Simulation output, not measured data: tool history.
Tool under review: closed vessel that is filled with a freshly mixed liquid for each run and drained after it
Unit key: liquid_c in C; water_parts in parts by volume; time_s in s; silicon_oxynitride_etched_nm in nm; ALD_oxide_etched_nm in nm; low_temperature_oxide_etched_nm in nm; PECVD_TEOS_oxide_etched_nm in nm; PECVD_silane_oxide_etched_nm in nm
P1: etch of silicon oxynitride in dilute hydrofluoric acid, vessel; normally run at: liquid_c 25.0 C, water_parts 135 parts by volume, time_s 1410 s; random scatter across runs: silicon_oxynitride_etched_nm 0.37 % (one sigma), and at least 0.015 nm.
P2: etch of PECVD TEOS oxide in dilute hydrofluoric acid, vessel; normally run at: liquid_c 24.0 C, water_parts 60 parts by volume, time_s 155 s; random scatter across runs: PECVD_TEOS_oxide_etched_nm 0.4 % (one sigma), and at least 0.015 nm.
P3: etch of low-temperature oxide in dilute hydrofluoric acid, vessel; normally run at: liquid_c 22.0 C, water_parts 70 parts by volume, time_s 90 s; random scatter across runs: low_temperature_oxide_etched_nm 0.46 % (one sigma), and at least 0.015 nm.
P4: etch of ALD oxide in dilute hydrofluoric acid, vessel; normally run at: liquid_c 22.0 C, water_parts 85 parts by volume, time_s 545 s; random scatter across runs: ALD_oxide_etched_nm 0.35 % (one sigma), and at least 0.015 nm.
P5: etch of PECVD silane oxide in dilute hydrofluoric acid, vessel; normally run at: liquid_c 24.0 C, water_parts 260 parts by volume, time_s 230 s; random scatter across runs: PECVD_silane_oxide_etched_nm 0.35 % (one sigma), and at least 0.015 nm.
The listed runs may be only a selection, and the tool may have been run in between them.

run,hour,process,liquid_c,water_parts,time_s,hours since the thermometer was replaced,hours since the hydrofluoric acid flow meter was replaced,silicon_oxynitride_etched_nm,ALD_oxide_etched_nm,low_temperature_oxide_etched_nm,PECVD_TEOS_oxide_etched_nm,PECVD_silane_oxide_etched_nm
1,6.5,P1,25.0,135,1410,411.5,553.8,15.1960,,,,
2,13.1,P1,25.0,135,1410,418.1,560.4,15.2860,,,,
3,20.3,P4,22.0,85,545,425.3,567.6,,59.473,,,
4,33.8,P1,28.5,135,1410,438.8,581.1,17.8480,,,,
5,41.8,P3,26.5,70,90,446.8,589.1,,,51.399,,
6,54.6,P1,18.0,215,1410,459.6,601.9,6.5313,,,,
7,66.5,P1,25.0,250,1410,471.5,613.8,7.5129,,,,
8,80.2,P2,28.5,60,155,485.2,627.5,,,,55.197,
9,87.2,P1,25.0,135,1410,492.2,634.5,15.2580,,,,
10,101.0,P1,25.0,135,395,506.0,648.3,4.2831,,,,
11,109.0,P1,25.0,135,1410,514.0,656.3,15.1340,,,,
12,118.8,P3,22.0,115,90,523.8,666.1,,,24.290,,
13,126.2,P1,20.5,135,1410,531.2,673.5,12.1840,,,,
14,141.0,P4,22.0,85,310,546.0,688.3,,34.022,,,
15,152.3,P4,22.0,140,545,557.3,699.6,,33.851,,,
16,162.3,P5,24.0,370,230,567.3,709.6,,,,,23.299
17,172.0,P5,28.0,260,230,577.0,719.3,,,,,42.222
18,186.8,P2,24.0,100,155,591.8,734.1,,,,26.247,
19,200.9,P5,24.0,260,230,605.9,748.2,,,,,36.390
20,210.5,P3,22.0,70,90,615.5,757.8,,,42.729,,
21,223.8,P2,24.0,60,225,628.8,771.1,,,,66.474,
22,233.3,P5,24.0,260,125,638.3,780.6,,,,,20.042
23,245.3,P1,25.0,135,1410,650.3,792.6,15.1980,,,,
24,254.0,P3,22.0,70,145,659.0,801.3,,,68.298,,
25,267.5,P1,25.0,135,2535,672.5,814.8,27.2260,,,,
26,279.6,P4,17.0,85,545,684.6,826.9,,48.568,,,
27,293.3,P1,25.0,80,1410,698.3,840.6,26.8750,,,,
28,306.3,P2,24.0,60,155,711.3,853.6,,,,46.061,
29,320.9,P1,25.0,135,1410,725.9,868.2,15.2510,,,,
30,328.5,P1,25.0,135,1410,733.5,875.8,15.5670,,,,
31,338.6,P1,25.0,135,1410,743.6,885.9,15.8640,,,,
32,349.9,P1,25.0,135,1410,754.9,897.2,16.2540,,,,
33,364.5,P1,25.0,135,1410,769.5,911.8,16.4080,,,,
34,377.2,P1,25.0,135,1410,782.2,924.5,16.4510,,,,
35,384.9,P1,25.0,135,1410,789.9,932.2,16.5310,,,,
36,392.7,P1,25.0,135,1410,797.7,940.0,16.6020,,,,
37,401.3,P1,25.0,135,1410,806.3,948.6,16.6060,,,,
38,415.2,P1,25.0,135,1410,820.2,962.5,16.5020,,,,

What P1 gives has crept away from where it was. These 2 causes fit the log equally well, each at the size given:
A: liquid hotter than its thermometer reads (K) = 1.85
B: hydrofluoric acid flow above the setpoint (%) = 7.88
The process output started creeping at around hour 320.9.

Which of the 4 check runs listed below separates the causes, so that each cause would produce a clearly different result? Each run uses one wafer, and its results are marked with question marks.
check 1,429.1,P3,22.0,70,90,,,,,?,,
check 2,429.1,P5,24.0,260,230,,,,,,,?
check 3,429.1,P4,22.0,85,545,,,,?,,,
check 4,429.1,P2,24.0,60,155,,,,,,?,

Check results expected under each cause:
check,result,if A,if B
check 1,low_temperature_oxide_etched_nm,45.809,46.106
check 2,PECVD_silane_oxide_etched_nm,39.159,40.356
check 3,ALD_oxide_etched_nm,64.087,64.636
check 4,PECVD_TEOS_oxide_etched_nm,49.485,49.812
Distance between the nearest two causes, measured in the result of the check that separates them most: check 1 0.65 %; check 2 3.01 %; check 3 0.85 %; check 4 0.66 %
The other checks would show nearly matching results whichever cause is true, so check 2 is the only one that separates the causes.

Running check 2 produced the following: PECVD_silane_oxide_etched_nm 40.435 nm. Which one of the listed causes fits?

The correct cause is B, namely: hydrofluoric acid flow above the setpoint (%).
